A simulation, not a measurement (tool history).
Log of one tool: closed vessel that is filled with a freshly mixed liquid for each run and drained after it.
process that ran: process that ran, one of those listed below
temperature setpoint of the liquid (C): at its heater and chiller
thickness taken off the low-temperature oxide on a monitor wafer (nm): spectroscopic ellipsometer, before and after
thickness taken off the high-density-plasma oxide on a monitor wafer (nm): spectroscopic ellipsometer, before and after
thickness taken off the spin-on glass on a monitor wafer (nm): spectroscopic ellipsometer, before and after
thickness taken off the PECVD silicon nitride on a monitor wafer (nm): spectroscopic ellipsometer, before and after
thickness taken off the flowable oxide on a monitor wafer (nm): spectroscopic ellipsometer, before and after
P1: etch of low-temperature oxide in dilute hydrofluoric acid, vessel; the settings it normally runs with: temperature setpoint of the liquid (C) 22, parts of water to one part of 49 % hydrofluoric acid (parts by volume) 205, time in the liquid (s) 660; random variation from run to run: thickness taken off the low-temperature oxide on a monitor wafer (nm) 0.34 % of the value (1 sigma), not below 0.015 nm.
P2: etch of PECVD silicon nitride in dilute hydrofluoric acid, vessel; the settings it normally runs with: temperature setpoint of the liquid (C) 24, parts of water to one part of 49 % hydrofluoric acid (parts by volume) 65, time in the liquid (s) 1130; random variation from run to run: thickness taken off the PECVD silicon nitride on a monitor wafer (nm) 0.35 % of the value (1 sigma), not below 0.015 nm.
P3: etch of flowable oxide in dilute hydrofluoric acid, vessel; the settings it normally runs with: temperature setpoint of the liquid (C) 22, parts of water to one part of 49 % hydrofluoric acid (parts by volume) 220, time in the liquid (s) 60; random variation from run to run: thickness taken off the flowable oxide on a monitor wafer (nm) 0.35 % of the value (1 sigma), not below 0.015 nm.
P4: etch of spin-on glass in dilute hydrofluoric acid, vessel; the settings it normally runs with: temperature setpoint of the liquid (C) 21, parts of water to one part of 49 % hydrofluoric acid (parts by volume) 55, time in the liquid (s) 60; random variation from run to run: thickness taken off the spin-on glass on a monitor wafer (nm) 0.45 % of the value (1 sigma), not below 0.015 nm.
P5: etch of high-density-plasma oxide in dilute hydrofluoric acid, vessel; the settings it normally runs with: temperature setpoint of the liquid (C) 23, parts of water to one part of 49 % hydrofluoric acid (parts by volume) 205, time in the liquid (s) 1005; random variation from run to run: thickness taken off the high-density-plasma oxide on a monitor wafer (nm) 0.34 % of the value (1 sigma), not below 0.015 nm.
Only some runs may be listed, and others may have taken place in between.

run	hour	process that ran	temperature setpoint of the liquid (C)	parts of water to one part of 49 % hydrofluoric acid (parts by volume)	time in the liquid (s)	hours since the thermometer was replaced	hours since the hydrofluoric acid flow meter was replaced	thickness taken off the low-temperature oxide on a monitor wafer (nm)	thickness taken off the high-density-plasma oxide on a monitor wafer (nm)	thickness taken off the spin-on glass on a monitor wafer (nm)	thickness taken off the PECVD silicon nitride on a monitor wafer (nm)	thickness taken off the flowable oxide on a monitor wafer (nm)
1	13.2	P1	22	205	660	925.7	272.8	31.9				
2	28.1	P5	23	205	1915	940.6	287.7		70.019			
3	45.9	P1	25.5	90	660	958.4	305.5	94.272				
# hour 56.3: thermometer replaced
4	57.7	P1	17	90	660	1.4	317.3	66.718				
5	68.5	P4	21	100	60	12.2	328.1			21.446		
6	85	P4	27.5	55	60	28.7	344.6			53.419		
7	100	P1	22	205	660	43.7	359.6	32.046				
8	115.6	P1	22	205	1215	59.3	375.2	58.158				
9	124.7	P1	17	205	660	68.4	384.3	26.337				
10	134.7	P5	23	205	1005	78.4	394.3		36.773			
11	145.1	P2	24	65	70	88.8	404.7				1.7966	
12	155.5	P2	24	65	1130	99.2	415.1				28.951	
13	169.8	P2	24	65	1130	113.5	429.4				28.959	
14	178.8	P1	22	205	660	122.5	438.4	31.641				
15	194.5	P4	21	55	110	138.2	454.1			75.143		
16	203.7	P1	22	205	660	147.4	463.3	31.745				
17	215	P3	22	75	60	158.7	474.6					30.636
18	228.3	P1	25.5	205	660	172	487.9	36.203				
19	240.4	P2	17	65	1130	184.1	500				17.873	
20	248.9	P1	22	205	660	192.6	508.5	31.811				
21	257.5	P4	21	55	60	201.2	517.1			40.888		
22	272.5	P3	22	220	110	216.2	532.1					16.435
23	288.9	P5	23	360	1005	232.6	548.5		17.997			
24	302	P1	22	205	660	245.7	561.6	31.896				
25	312.7	P2	24	115	1130	256.4	572.3				16.481	
26	328.1	P3	22	220	60	271.8	587.7					8.925
27	345.2	P3	30	220	60	288.9	604.8					11.916
28	361.4	P5	17	205	1005	305.1	621		29.337			
29	375.8	P1	22	85	660	319.5	635.4	86.806				
30	393.3	P1	22	205	330	337	652.9	15.881				
31	409.3	P1	22	360	660	353	668.9	15.64				
32	417.4	P1	22	205	660	361.1	677	31.928				
33	430	P1	22	205	660	373.7	689.6	31.162				
34	438.5	P1	22	205	660	382.2	698.1	31.025				
35	448	P1	22	205	660	391.7	707.6	30.745				
36	459.8	P1	22	205	660	403.5	719.4	30.544				
37	470.5	P1	22	205	660	414.2	730.1	30.486				
38	479.4	P1	22	205	660	423.1	739	30.428				
39	488.5	P1	22	205	660	432.2	748.1	30.291				
40	503.1	P1	22	205	660	446.8	762.7	30.245				
41	521.1	P1	22	205	660	464.8	780.7	30.1				
42	529.9	P1	22	205	660	473.6	789.5	30.176				

The log shows P1 creeping away from where it was. Any of the 2 causes listed here, at the size stated for it, fits the log just as well as the others:
A: liquid colder than its thermometer reads (K) = 1.39
B: hydrofluoric acid flow below the setpoint (%) = 4.23
The drift started at roughly hour 417.4.

Of the 4 check runs listed below, each run on one wafer and each result written as a question mark, which would let you distinguish the listed causes because they would give clearly different results?
check 1	538.7	P2	17.5	65	1130						?	
check 2	538.7	P3	22	100	105							?
check 3	538.7	P5	23	295	1435				?			
check 4	538.7	P4	21	95	100					?		

If the cause were each of the candidates in turn, the checks would give the following:
check	result	if A	if B
check 1	thickness taken off the PECVD silicon nitride on a monitor wafer (nm)	16.757	17.729
check 2	thickness taken off the flowable oxide on a monitor wafer (nm)	37.117	37.416
check 3	thickness taken off the high-density-plasma oxide on a monitor wafer (nm)	31.746	31.551
check 4	thickness taken off the spin-on glass on a monitor wafer (nm)	35.622	35.945
Distance between the nearest two causes, measured in the result of the check that separates them most: check 1 5.64 %; check 2 0.8 %; check 3 0.62 %; check 4 0.9 %
The causes can be told apart only by check 1. The other checks would give nearly the same results under each of them.

After running check 1, the following was obtained: thickness taken off the PECVD silicon nitride on a monitor wafer (nm) 16.764. Which cause does this point to?

The correct cause is A, namely: liquid colder than its thermometer reads (K).

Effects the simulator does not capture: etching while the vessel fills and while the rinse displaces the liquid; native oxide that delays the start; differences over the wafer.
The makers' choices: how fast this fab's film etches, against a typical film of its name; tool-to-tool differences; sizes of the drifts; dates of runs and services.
